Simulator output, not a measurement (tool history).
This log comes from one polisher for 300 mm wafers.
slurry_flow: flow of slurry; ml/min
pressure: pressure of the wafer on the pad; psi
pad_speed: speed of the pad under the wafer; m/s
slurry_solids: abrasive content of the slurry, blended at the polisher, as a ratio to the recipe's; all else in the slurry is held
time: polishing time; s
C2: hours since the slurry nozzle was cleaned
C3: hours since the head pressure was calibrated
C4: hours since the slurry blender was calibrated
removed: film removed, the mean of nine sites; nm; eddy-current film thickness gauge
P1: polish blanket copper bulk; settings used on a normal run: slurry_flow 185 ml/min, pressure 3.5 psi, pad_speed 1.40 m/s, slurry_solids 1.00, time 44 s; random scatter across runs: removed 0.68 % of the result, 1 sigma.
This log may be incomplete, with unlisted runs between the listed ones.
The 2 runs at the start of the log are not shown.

run 3 hour=9.6 | slurry_flow=185 pressure=3.5 pad_speed=1.40 slurry_solids=1.00 time=44 | wafers_polished_on_this_pad=1178 C2=233.2 C3=186.8 C4=193.1 | removed=589.78
run 4 hour=13.9 | slurry_flow=185 pressure=3.5 pad_speed=1.40 slurry_solids=1.00 time=44 | wafers_polished_on_this_pad=1228 C2=237.5 C3=191.1 C4=197.4 | removed=587.85
run 5 hour=17.2 | slurry_flow=110 pressure=3.5 pad_speed=1.40 slurry_solids=1.00 time=44 | wafers_polished_on_this_pad=1267 C2=240.8 C3=194.4 C4=200.7 | removed=533.47
run 6 hour=20.0 | slurry_flow=185 pressure=3.5 pad_speed=1.40 slurry_solids=0.65 time=44 | wafers_polished_on_this_pad=1300 C2=243.6 C3=197.2 C4=203.5 | removed=537.73
run 7 hour=23.6 | slurry_flow=285 pressure=3.5 pad_speed=1.02 slurry_solids=1.00 time=44 | wafers_polished_on_this_pad=1342 C2=247.2 C3=200.8 C4=207.1 | removed=454.57
run 8 hour=26.1 | slurry_flow=185 pressure=1.6 pad_speed=1.40 slurry_solids=1.00 time=44 | wafers_polished_on_this_pad=1372 C2=249.7 C3=203.3 C4=209.6 | removed=268.03
run 9 hour=28.9 | slurry_flow=185 pressure=3.5 pad_speed=1.40 slurry_solids=1.00 time=44 | wafers_polished_on_this_pad=1405 C2=252.5 C3=206.1 C4=212.4 | removed=589.99
run 10 hour=33.1 | slurry_flow=185 pressure=3.5 pad_speed=1.40 slurry_solids=1.00 time=24 | wafers_polished_on_this_pad=1454 C2=256.7 C3=210.3 C4=216.6 | removed=320.44
run 11 hour=35.8 | slurry_flow=185 pressure=3.5 pad_speed=1.40 slurry_solids=1.45 time=44 | wafers_polished_on_this_pad=1486 C2=259.4 C3=213.0 C4=219.3 | removed=640.58
run 12 hour=38.3 | slurry_flow=185 pressure=3.5 pad_speed=0.82 slurry_solids=1.00 time=44 | wafers_polished_on_this_pad=1515 C2=261.9 C3=215.5 C4=221.8 | removed=343.87
run 13 hour=41.5 | slurry_flow=185 pressure=3.5 pad_speed=1.40 slurry_solids=1.00 time=44 | wafers_polished_on_this_pad=1552 C2=265.1 C3=218.7 C4=225.0 | removed=591.15
-- hour=45.8 slurry nozzle cleaned
run 14 hour=46.0 | slurry_flow=185 pressure=2.2 pad_speed=1.40 slurry_solids=1.00 time=29 | wafers_polished_on_this_pad=1605 C2=0.3 C3=223.2 C4=229.5 | removed=246.77
run 15 hour=48.5 | slurry_flow=185 pressure=3.5 pad_speed=1.40 slurry_solids=1.30 time=33 | wafers_polished_on_this_pad=1635 C2=2.8 C3=225.7 C4=232.0 | removed=464.58
run 16 hour=50.9 | slurry_flow=290 pressure=3.5 pad_speed=1.40 slurry_solids=1.00 time=44 | wafers_polished_on_this_pad=1663 C2=5.2 C3=228.1 C4=234.4 | removed=617.71
run 17 hour=53.5 | slurry_flow=185 pressure=3.5 pad_speed=1.40 slurry_solids=1.00 time=66 | wafers_polished_on_this_pad=1693 C2=7.8 C3=230.7 C4=237.0 | removed=882.62
run 18 hour=56.2 | slurry_flow=185 pressure=3.5 pad_speed=1.40 slurry_solids=1.00 time=44 | wafers_polished_on_this_pad=1725 C2=10.5 C3=233.4 C4=239.7 | removed=579.65
run 19 hour=60.7 | slurry_flow=185 pressure=3.5 pad_speed=2.02 slurry_solids=1.00 time=44 | wafers_polished_on_this_pad=1778 C2=15.0 C3=237.9 C4=244.2 | removed=841.47
run 20 hour=64.5 | slurry_flow=185 pressure=3.5 pad_speed=1.40 slurry_solids=1.00 time=44 | wafers_polished_on_this_pad=1822 C2=18.8 C3=241.7 C4=248.0 | removed=593.43
run 21 hour=66.6 | slurry_flow=185 pressure=3.5 pad_speed=1.40 slurry_solids=1.00 time=44 | wafers_polished_on_this_pad=1847 C2=20.9 C3=243.8 C4=250.1 | removed=578.96
run 22 hour=70.6 | slurry_flow=185 pressure=3.5 pad_speed=1.40 slurry_solids=1.00 time=44 | wafers_polished_on_this_pad=1894 C2=24.9 C3=247.8 C4=254.1 | removed=560.58
run 23 hour=75.0 | slurry_flow=185 pressure=3.5 pad_speed=1.40 slurry_solids=1.00 time=44 | wafers_polished_on_this_pad=1946 C2=29.3 C3=252.2 C4=258.5 | removed=559.07
-- hour=76.8 head pressure recalibrated
run 24 hour=78.9 | slurry_flow=185 pressure=3.5 pad_speed=1.40 slurry_solids=1.00 time=44 | wafers_polished_on_this_pad=1991 C2=33.2 C3=2.2 C4=262.4 | removed=550.69
run 25 hour=81.5 | slurry_flow=185 pressure=3.5 pad_speed=1.40 slurry_solids=1.00 time=44 | wafers_polished_on_this_pad=2022 C2=35.8 C3=4.8 C4=265.0 | removed=544.95
run 26 hour=85.6 | slurry_flow=185 pressure=3.5 pad_speed=1.40 slurry_solids=1.00 time=44 | wafers_polished_on_this_pad=2070 C2=39.9 C3=8.9 C4=269.1 | removed=538.17

For run 27, what comes out?
-- hour=86.5 worn pad replaced by a new one
run 27 hour=88.4 | slurry_flow=185 pressure=3.5 pad_speed=1.40 slurry_solids=1.00 time=44 | wafers_polished_on_this_pad=22 C2=42.7 C3=11.7 C4=271.9 | removed=?

{"run 27": {"removed": 542.16}}

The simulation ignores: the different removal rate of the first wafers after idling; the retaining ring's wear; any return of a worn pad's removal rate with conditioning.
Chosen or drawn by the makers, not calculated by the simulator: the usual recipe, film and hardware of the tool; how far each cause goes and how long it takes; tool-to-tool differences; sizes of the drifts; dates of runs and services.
